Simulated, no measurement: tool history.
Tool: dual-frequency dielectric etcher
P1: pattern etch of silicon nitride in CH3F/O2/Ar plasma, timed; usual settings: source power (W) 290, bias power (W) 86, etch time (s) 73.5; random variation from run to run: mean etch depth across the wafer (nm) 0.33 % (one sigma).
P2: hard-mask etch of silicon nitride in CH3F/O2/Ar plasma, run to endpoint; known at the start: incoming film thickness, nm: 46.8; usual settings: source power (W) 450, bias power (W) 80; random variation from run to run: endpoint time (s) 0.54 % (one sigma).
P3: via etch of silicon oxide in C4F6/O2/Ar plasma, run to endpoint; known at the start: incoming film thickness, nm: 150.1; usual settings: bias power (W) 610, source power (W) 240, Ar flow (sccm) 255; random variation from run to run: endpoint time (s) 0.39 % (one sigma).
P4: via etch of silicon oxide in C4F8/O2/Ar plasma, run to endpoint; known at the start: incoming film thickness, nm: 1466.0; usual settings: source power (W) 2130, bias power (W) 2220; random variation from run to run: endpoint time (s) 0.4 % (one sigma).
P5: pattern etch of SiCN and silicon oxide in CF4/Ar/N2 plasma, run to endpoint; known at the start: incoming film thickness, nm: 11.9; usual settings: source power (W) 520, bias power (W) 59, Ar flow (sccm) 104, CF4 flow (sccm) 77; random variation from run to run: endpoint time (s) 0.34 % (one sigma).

| run | hour | process that ran | source power (W) | bias power (W) | etch time (s) | Ar flow (sccm) | CF4 flow (sccm) | hours since the last wet clean | hours since the last source power generator calibration | hours since the last bias power generator calibration | mean etch depth across the wafer (nm) | endpoint time (s) |
|---|---|---|---|---|---|---|---|---|---|---|---|---|
| 1 | 5.8 | P1 | 290 | 86 | 73.5 |  |  | 128.7 | 1501.2 | 2737.5 | 48.419 |  |
| 2 | 11.8 | P1 | 290 | 86 | 40.5 |  |  | 134.7 | 1507.2 | 2743.5 | 26.852 |  |
| 3 | 15.5 | P2 | 450 | 80 |  |  |  | 138.4 | 1510.9 | 2747.2 |  | 66.042 |
| 4 | 20.4 | P1 | 290 | 70 | 104.0 |  |  | 143.3 | 1515.8 | 2752.1 | 63.469 |  |
| 5 | 28.8 | P3 | 240 | 610 |  | 342 |  | 151.7 | 1524.2 | 2760.5 |  | 39.160 |
| 6 | 35.8 | P1 | 290 | 65 | 73.5 |  |  | 158.7 | 1531.2 | 2767.5 | 44.121 |  |
| 7 | 41.5 | P4 | 1310 | 2220 |  |  |  | 164.4 | 1536.9 | 2773.2 |  | 326.180 |
| 8 | 49.5 | P1 | 220 | 86 | 73.5 |  |  | 172.4 | 1544.9 | 2781.2 | 43.762 |  |
| 9 | 57.2 | P1 | 400 | 86 | 73.5 |  |  | 180.1 | 1552.6 | 2788.9 | 54.762 |  |
| 10 | 61.4 | P5 | 520 | 59 |  | 78 | 77 | 184.3 | 1556.8 | 2793.1 |  | 12.072 |
| 11 | 69.6 | P3 | 300 | 610 |  | 255 |  | 192.5 | 1565.0 | 2801.3 |  | 34.702 |
| 12 | 76.7 | P1 | 290 | 86 | 73.5 |  |  | 199.6 | 1572.1 | 2808.4 | 48.670 |  |
| 13 | 81.9 | P5 | 390 | 59 |  | 104 | 77 | 204.8 | 1577.3 | 2813.6 |  | 16.419 |
| 14 | 86.6 | P1 | 290 | 86 | 107.0 |  |  | 209.5 | 1582.0 | 2818.3 | 70.721 |  |
| 15 | 91.0 | P1 | 290 | 86 | 73.5 |  |  | 213.9 | 1586.4 | 2822.7 | 48.383 |  |
| 16 | 95.0 | P1 | 370 | 118 | 73.5 |  |  | 217.9 | 1590.4 | 2826.7 | 59.855 |  |
| 17 | 100.7 | P4 | 2130 | 2220 |  |  |  | 223.6 | 1596.1 | 2832.4 |  | 271.510 |
| 18 | 107.4 | P1 | 290 | 86 | 73.5 |  |  | 230.3 | 1602.8 | 2839.1 | 48.616 |  |
| 19 | 114.3 | P1 | 290 | 86 | 73.5 |  |  | 237.2 | 1609.7 | 2846.0 | 48.447 |  |
| 20 | 120.9 | P1 | 290 | 86 | 73.5 |  |  | 243.8 | 1616.3 | 2852.6 | 48.293 |  |
| 21 | 127.0 | P3 | 240 | 817 |  | 255 |  | 249.9 | 1622.4 | 2858.7 |  | 33.477 |
| 22 | 135.6 | P1 | 290 | 86 | 73.5 |  |  | 258.5 | 1631.0 | 2867.3 | 48.411 |  |
| 23 | 143.5 | P5 | 520 | 84 |  | 104 | 77 | 266.4 | 1638.9 | 2875.2 |  | 11.238 |
| 24 | 148.5 | P1 | 210 | 86 | 90.5 |  |  | 271.4 | 1643.9 | 2880.2 | 53.096 |  |
| 25 | 152.7 | P3 | 240 | 610 |  | 255 |  | 275.6 | 1648.1 | 2884.4 |  | 37.741 |
| 26 | 156.9 | P5 | 520 | 59 |  | 104 | 77 | 279.8 | 1652.3 | 2888.6 |  | 12.698 |
| 27 | 161.0 | P5 | 520 | 59 |  | 104 | 54 | 283.9 | 1656.4 | 2892.7 |  | 13.457 |
| 28 | 167.0 | P1 | 290 | 110 | 73.5 |  |  | 289.9 | 1662.4 | 2898.7 | 53.235 |  |
| 29 | 172.1 | P5 | 520 | 59 |  | 104 | 77 | 295.0 | 1667.5 | 2903.8 |  | 12.623 |
|  | 177.0 | wet clean of the chamber |
| 30 | 177.0 | P2 | 580 | 80 |  |  |  | 0.1 | 1672.4 | 2908.7 |  | 59.192 |
| 31 | 184.7 | P4 | 2130 | 3125 |  |  |  | 7.8 | 1680.1 | 2916.4 |  | 244.590 |
| 32 | 188.9 | P2 | 450 | 80 |  |  |  | 12.0 | 1684.3 | 2920.6 |  | 65.284 |
| 33 | 195.4 | P2 | 450 | 64 |  |  |  | 18.5 | 1690.8 | 2927.1 |  | 70.508 |
| 34 | 200.9 | P1 | 290 | 86 | 73.5 |  |  | 24.0 | 1696.3 | 2932.6 | 48.658 |  |
| 35 | 204.8 | P1 | 290 | 86 | 73.5 |  |  | 27.9 | 1700.2 | 2936.5 | 48.608 |  |
| 36 | 211.7 | P1 | 290 | 86 | 73.5 |  |  | 34.8 | 1707.1 | 2943.4 | 48.798 |  |
| 37 | 219.7 | P1 | 290 | 86 | 73.5 |  |  | 42.8 | 1715.1 | 2951.4 | 48.725 |  |
| 38 | 228.4 | P1 | 290 | 86 | 73.5 |  |  | 51.5 | 1723.8 | 2960.1 | 49.156 |  |
|  | 234.1 | wet clean of the chamber |
| 39 | 235.0 | P1 | 290 | 86 | 73.5 |  |  | 0.9 | 1730.4 | 2966.7 | 49.353 |  |
| 40 | 240.4 | P1 | 290 | 86 | 73.5 |  |  | 6.3 | 1735.8 | 2972.1 | 49.483 |  |
| 41 | 248.0 | P1 | 290 | 86 | 73.5 |  |  | 13.9 | 1743.4 | 2979.7 | 49.365 |  |
| 42 | 255.5 | P1 | 290 | 86 | 73.5 |  |  | 21.4 | 1750.9 | 2987.2 | 49.707 |  |
| 43 | 262.2 | P1 | 290 | 86 | 73.5 |  |  | 28.1 | 1757.6 | 2993.9 | 49.248 |  |

What P1 gives has crept away from where it was. These 2 causes fit the log equally well, each at the size given:
A: source power that arrives over what is set, % = 4.56
B: bias power that arrives over what is set, % = 4.65
The creep began at about hour 200.9.
Why every other cause is out:
chamber walls in a state that raises the etch rate, %: serviced at hour 234.1, which brought nothing back

4 check runs are offered, one wafer each, their results left as question marks. Which one tells the causes apart?
| check 1 | 268.9 | P5 | 520 | 80 |  | 88 | 77 |  |  |  |  | ? |
| check 2 | 268.9 | P4 | 1430 | 3013 |  |  |  |  |  |  |  | ? |
| check 3 | 268.9 | P2 | 550 | 65 |  |  |  |  |  |  |  | ? |
| check 4 | 268.9 | P3 | 240 | 610 |  | 322 |  |  |  |  |  | ? |

What each check would give under each cause:
| check | result | if A | if B |
|---|---|---|---|
| check 1 | endpoint time (s) | 10.754 | 11.019 |
| check 2 | endpoint time (s) | 283.070 | 283.860 |
| check 3 | endpoint time (s) | 63.787 | 63.934 |
| check 4 | endpoint time (s) | 38.115 | 38.050 |
How far apart the two closest causes lie, in the result that separates them most: check 1 2.44 %; check 2 0.28 %; check 3 0.23 %; check 4 0.17 %
Only check 1 tells the causes apart: in the others they would give nearly the same result.

Check 1 was then run and gave: endpoint time (s) 10.747. Which cause is it?

It is A: source power that arrives over what is set, %.
